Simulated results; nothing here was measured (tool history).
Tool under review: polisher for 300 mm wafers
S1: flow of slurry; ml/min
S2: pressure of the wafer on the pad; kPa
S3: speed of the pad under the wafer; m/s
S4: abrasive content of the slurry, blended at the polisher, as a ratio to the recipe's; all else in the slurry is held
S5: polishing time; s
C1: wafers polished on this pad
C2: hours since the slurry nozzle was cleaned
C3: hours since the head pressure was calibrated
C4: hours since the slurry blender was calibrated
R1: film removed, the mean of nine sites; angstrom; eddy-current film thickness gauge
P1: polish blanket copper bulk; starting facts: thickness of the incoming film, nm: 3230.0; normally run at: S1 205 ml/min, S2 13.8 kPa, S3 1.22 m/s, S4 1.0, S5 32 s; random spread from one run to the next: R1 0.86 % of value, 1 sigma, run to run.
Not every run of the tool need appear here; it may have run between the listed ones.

| run | hour | S1 | S2 | S3 | S4 | S5 | C1 | C2 | C3 | C4 | R1 |
|---|---|---|---|---|---|---|---|---|---|---|---|
| 1 | 2.9 | 205 | 13.8 | 1.22 | 1.0 | 32 | 193 | 248.8 | 171.0 | 179.4 | 2393.1 |
| 2 | 5.5 | 205 | 13.8 | 1.22 | 1.4 | 32 | 231 | 251.4 | 173.6 | 182.0 | 2529.5 |
| 3 | 8.9 | 205 | 18.6 | 1.22 | 1.0 | 32 | 281 | 254.8 | 177.0 | 185.4 | 3218.7 |
|  | 11.1 | head pressure recalibrated |
| 4 | 12.1 | 205 | 6.2 | 1.22 | 1.0 | 32 | 328 | 258.0 | 1.1 | 188.6 | 1057.7 |
|  | 13.6 | slurry blender recalibrated |
| 5 | 14.6 | 205 | 13.8 | 1.22 | 1.0 | 32 | 365 | 260.5 | 3.6 | 1.0 | 2384.6 |
| 6 | 19.9 | 125 | 13.8 | 1.22 | 1.0 | 32 | 443 | 265.8 | 8.9 | 6.3 | 2182.3 |
| 7 | 23.6 | 205 | 13.8 | 0.64 | 1.0 | 32 | 498 | 269.5 | 12.6 | 10.0 | 1226.6 |
| 8 | 28.3 | 205 | 13.8 | 1.22 | 1.0 | 32 | 567 | 274.2 | 17.3 | 14.7 | 2341.9 |
| 9 | 33.0 | 205 | 13.8 | 1.22 | 1.0 | 32 | 637 | 278.9 | 22.0 | 19.4 | 2325.4 |
| 10 | 38.1 | 205 | 13.8 | 1.22 | 1.3 | 24 | 712 | 284.0 | 27.1 | 24.5 | 1851.9 |
| 11 | 43.1 | 205 | 13.8 | 1.22 | 1.0 | 32 | 786 | 289.0 | 32.1 | 29.5 | 2355.6 |
|  | 45.8 | slurry nozzle cleaned |
| 12 | 47.6 | 205 | 13.8 | 1.22 | 1.0 | 44 | 852 | 1.8 | 36.6 | 34.0 | 3227.7 |
|  | 51.5 | worn pad replaced by a new one |
| 13 | 52.0 | 280 | 13.8 | 1.22 | 1.0 | 32 | 7 | 6.2 | 41.0 | 38.4 | 2445.2 |
| 14 | 57.0 | 205 | 13.8 | 1.22 | 0.5 | 32 | 81 | 11.2 | 46.0 | 43.4 | 2053.0 |
| 15 | 60.0 | 205 | 13.8 | 1.22 | 1.0 | 17 | 125 | 14.2 | 49.0 | 46.4 | 1263.7 |
| 16 | 64.8 | 205 | 13.8 | 1.92 | 1.0 | 32 | 196 | 19.0 | 53.8 | 51.2 | 3752.7 |

The next listed run, before its measurement:
| 17 | 68.1 | 205 | 13.8 | 1.22 | 1.0 | 32 | 245 | 22.3 | 57.1 | 54.5 | ? |

{"run 17": {"R1": 2340.6}}
